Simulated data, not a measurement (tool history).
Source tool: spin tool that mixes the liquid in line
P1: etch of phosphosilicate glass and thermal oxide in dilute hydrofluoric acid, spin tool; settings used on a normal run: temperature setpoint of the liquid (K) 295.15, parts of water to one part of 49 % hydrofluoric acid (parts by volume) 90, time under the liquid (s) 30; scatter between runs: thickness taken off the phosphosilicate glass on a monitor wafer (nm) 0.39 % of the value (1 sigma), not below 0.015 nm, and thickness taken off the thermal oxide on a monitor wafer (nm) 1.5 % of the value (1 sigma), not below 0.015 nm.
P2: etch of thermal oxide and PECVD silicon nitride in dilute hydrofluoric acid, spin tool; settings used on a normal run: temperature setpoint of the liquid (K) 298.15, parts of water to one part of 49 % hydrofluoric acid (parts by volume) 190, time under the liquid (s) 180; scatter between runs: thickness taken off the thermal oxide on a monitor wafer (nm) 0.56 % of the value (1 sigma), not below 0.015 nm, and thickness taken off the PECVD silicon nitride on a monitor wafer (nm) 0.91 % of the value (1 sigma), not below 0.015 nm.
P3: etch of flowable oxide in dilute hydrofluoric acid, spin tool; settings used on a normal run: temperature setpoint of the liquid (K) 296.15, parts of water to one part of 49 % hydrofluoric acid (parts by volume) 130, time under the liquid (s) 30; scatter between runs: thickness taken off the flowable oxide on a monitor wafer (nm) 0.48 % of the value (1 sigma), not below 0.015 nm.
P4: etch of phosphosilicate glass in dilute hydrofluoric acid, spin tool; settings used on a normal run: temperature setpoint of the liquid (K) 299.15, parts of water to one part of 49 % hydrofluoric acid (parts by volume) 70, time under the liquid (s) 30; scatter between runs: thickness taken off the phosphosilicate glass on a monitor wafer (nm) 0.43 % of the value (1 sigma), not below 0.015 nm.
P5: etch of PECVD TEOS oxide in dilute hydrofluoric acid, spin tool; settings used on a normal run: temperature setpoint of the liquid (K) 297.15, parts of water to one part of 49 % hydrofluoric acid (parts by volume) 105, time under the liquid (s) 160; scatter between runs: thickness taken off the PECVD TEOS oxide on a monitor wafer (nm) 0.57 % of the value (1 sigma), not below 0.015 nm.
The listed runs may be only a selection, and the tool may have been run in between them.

run	hour	process that ran	temperature setpoint of the liquid (K)	parts of water to one part of 49 % hydrofluoric acid (parts by volume)	time under the liquid (s)	thickness taken off the phosphosilicate glass on a monitor wafer (nm)	thickness taken off the thermal oxide on a monitor wafer (nm)	thickness taken off the flowable oxide on a monitor wafer (nm)	thickness taken off the PECVD silicon nitride on a monitor wafer (nm)	thickness taken off the PECVD TEOS oxide on a monitor wafer (nm)
1	5.7	P1	295.15	90	30	25.01	1.3336			
2	16.6	P3	290.65	130	30			3.6857		
3	23.7	P2	298.15	35	180		26.68		15.903	
4	31.3	P1	290.15	90	30	20.34	1.0685			
5	38.7	P2	298.15	190	180		4.067		2.976	
6	50.5	P2	298.15	190	15		0.35351		0.25935	
7	63.1	P5	297.15	165	160					13.817
8	74.1	P3	296.15	130	30			4.6142		
9	85	P1	295.15	150	30	14.053	0.7281			
10	90.9	P3	296.15	130	30			4.5749		
11	100.1	P5	297.15	105	80					11.562
12	109.6	P1	295.15	90	30	24.995	1.2748			
13	117.3	P1	295.15	50	30	46.879	2.4758			
14	128.6	P5	297.15	105	160					23.165
15	137.3	P4	299.15	35	30	117.2				
16	143	P4	299.15	70	55	102.12				
17	152	P1	300.15	20	30	150.25	7.942			
18	163.8	P4	303.15	70	30	65.381				
19	172.1	P1	295.15	90	30	25.086	1.3513			
20	184	P3	296.15	190	30			2.9459		
21	196.2	P2	291.15	190	180		3.1579		1.9051	
22	202.3	P1	295.15	90	45	37.261	2.0185			
23	209.3	P1	295.15	90	30	25.108	1.2943			
24	220.7	P4	299.15	70	30	55.444				
25	226.7	P2	298.15	190	180		4.1101		3.0032	
26	233.8	P1	295.15	90	15	12.436	0.6536			
27	243.1	P5	290.65	105	160					17.817
28	252.4	P1	301.15	90	30	31.736	1.6899			
29	263.4	P3	296.15	130	15			2.2885		
30	271.4	P1	295.15	90	30	24.874	1.3385			
31	277.5	P1	295.15	90	30	24.142	1.2864			
32	284.7	P1	295.15	90	30	23.803	1.2523			
33	291.1	P1	295.15	90	30	23.35	1.2439			
34	298.2	P1	295.15	90	30	23.072	1.2271			
35	307	P1	295.15	90	30	22.994	1.2224			
36	318.7	P1	295.15	90	30	22.839	1.1962			
37	329.2	P1	295.15	90	30	22.684	1.1855			
38	338.5	P1	295.15	90	30	22.651	1.1837			

What P1 gives has crept off from where it sat before. The 2 causes that follow fit the log equally well, each at the size noted:
A: hydrofluoric acid flow below the setpoint (%) = 8.21
B: liquid colder than its thermometer reads (K) = 2.32
The creep began at about hour 271.4.

Which of the 4 check runs listed below, each an average over 2 wafers with its results shown as question marks, gives clearly different results under the different listed causes?
check 1	347.8	P5	297.15	105	160					?
check 2	347.8	P4	299.15	70	30	?				
check 3	347.8	P3	296.15	130	30			?		
check 4	347.8	P2	298.15	190	180		?		?	

Expected result of each check under each candidate cause:
check	result	if A	if B
check 1	thickness taken off the PECVD TEOS oxide on a monitor wafer (nm)	21.05	21.144
check 2	thickness taken off the phosphosilicate glass on a monitor wafer (nm)	50.797	50.834
check 3	thickness taken off the flowable oxide on a monitor wafer (nm)	4.1667	4.1962
check 4	thickness taken off the thermal oxide on a monitor wafer (nm)	3.6827	3.7492
check 4	thickness taken off the PECVD silicon nitride on a monitor wafer (nm)	2.7527	2.5864
Distance between the nearest two causes, measured in the result of the check that separates them most: check 1 0.45 %; check 2 0.07 %; check 3 0.71 %; check 4 6.23 %
Check 4 is the one run that separates the causes; every other check would come out nearly the same whichever cause is at work.

Check 4 was carried out, with these results: thickness taken off the thermal oxide on a monitor wafer (nm) 3.682; thickness taken off the PECVD silicon nitride on a monitor wafer (nm) 2.7867. Which of the listed causes is responsible?

A is the cause: hydrofluoric acid flow below the setpoint (%).
